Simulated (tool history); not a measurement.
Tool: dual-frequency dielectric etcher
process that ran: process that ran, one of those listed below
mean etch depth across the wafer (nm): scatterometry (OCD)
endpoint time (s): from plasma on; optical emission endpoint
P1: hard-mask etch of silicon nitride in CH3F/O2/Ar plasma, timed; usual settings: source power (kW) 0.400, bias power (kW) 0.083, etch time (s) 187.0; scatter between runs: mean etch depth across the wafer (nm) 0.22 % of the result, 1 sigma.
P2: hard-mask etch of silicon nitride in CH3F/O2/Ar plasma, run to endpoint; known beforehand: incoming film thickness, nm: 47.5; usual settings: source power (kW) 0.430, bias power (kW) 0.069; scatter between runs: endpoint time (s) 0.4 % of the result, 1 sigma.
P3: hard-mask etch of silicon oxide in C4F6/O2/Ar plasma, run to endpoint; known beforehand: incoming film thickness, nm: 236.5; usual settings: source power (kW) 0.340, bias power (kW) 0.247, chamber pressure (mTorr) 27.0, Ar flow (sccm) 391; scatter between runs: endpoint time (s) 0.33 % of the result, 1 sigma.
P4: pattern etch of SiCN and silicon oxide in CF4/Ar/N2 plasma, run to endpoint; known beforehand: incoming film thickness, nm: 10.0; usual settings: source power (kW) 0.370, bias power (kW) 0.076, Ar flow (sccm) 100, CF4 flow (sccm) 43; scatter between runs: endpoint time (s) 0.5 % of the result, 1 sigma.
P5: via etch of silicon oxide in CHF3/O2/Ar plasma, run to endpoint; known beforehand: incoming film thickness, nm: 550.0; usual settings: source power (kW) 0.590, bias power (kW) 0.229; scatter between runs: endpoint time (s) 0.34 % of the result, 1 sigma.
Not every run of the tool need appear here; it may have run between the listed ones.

run,hour,process that ran,source power (kW),bias power (kW),etch time (s),Ar flow (sccm),CF4 flow (sccm),chamber pressure (mTorr),mean etch depth across the wafer (nm),endpoint time (s)
1,4.6,P1,0.400,0.083,187.0,,,,137.160,
2,9.5,P1,0.400,0.083,187.0,,,,137.040,
3,14.1,P4,0.370,0.062,,100,43,,,15.057
4,18.0,P1,0.540,0.102,187.0,,,,164.450,
5,23.1,P1,0.400,0.083,187.0,,,,137.430,
6,26.7,P1,0.400,0.083,107.5,,,,79.007,
7,32.0,P2,0.430,0.069,,,,,,66.991
8,35.6,P4,0.290,0.076,,100,43,,,17.307
9,39.0,P1,0.310,0.083,187.0,,,,124.560,
# hour 42.3: bias power generator calibrated
10,44.7,P1,0.400,0.111,187.0,,,,152.700,
11,48.3,P1,0.400,0.083,252.5,,,,184.920,
12,53.7,P4,0.370,0.076,,67,43,,,13.195
13,57.1,P1,0.400,0.083,187.0,,,,136.840,
14,64.0,P3,0.340,0.247,,391,,27.0,,73.388
15,69.6,P5,0.590,0.229,,,,,,258.210
16,73.2,P3,0.340,0.247,,495,,27.0,,75.219
17,77.8,P2,0.430,0.093,,,,,,60.577
18,80.9,P1,0.400,0.083,187.0,,,,136.700,
19,85.9,P1,0.400,0.083,187.0,,,,137.110,
20,92.0,P2,0.260,0.069,,,,,,81.133
21,98.9,P3,0.470,0.247,,391,,27.0,,64.407
22,102.9,P1,0.400,0.052,187.0,,,,117.300,
23,107.5,P4,0.370,0.076,,100,61,,,13.245
24,113.3,P2,0.430,0.069,,,,,,66.858
25,117.1,P3,0.340,0.247,,391,,37.5,,76.366
26,123.0,P5,0.590,0.178,,,,,,280.250
27,126.2,P5,0.790,0.229,,,,,,231.580
28,130.9,P4,0.370,0.076,,100,43,,,14.112
29,135.8,P3,0.340,0.158,,391,,27.0,,84.594
30,142.6,P5,0.590,0.229,,,,,,258.380
31,147.6,P1,0.560,0.083,187.0,,,,155.630,
32,153.6,P1,0.400,0.083,187.0,,,,137.220,
33,160.1,P1,0.400,0.083,187.0,,,,137.460,
34,165.7,P1,0.400,0.083,187.0,,,,138.510,

Run 35, settings as shown, results not yet in. Your forecast:
35,170.8,P1,0.400,0.083,187.0,,,,?,

{"run 35": {"mean etch depth across the wafer (nm)": 138.65}}

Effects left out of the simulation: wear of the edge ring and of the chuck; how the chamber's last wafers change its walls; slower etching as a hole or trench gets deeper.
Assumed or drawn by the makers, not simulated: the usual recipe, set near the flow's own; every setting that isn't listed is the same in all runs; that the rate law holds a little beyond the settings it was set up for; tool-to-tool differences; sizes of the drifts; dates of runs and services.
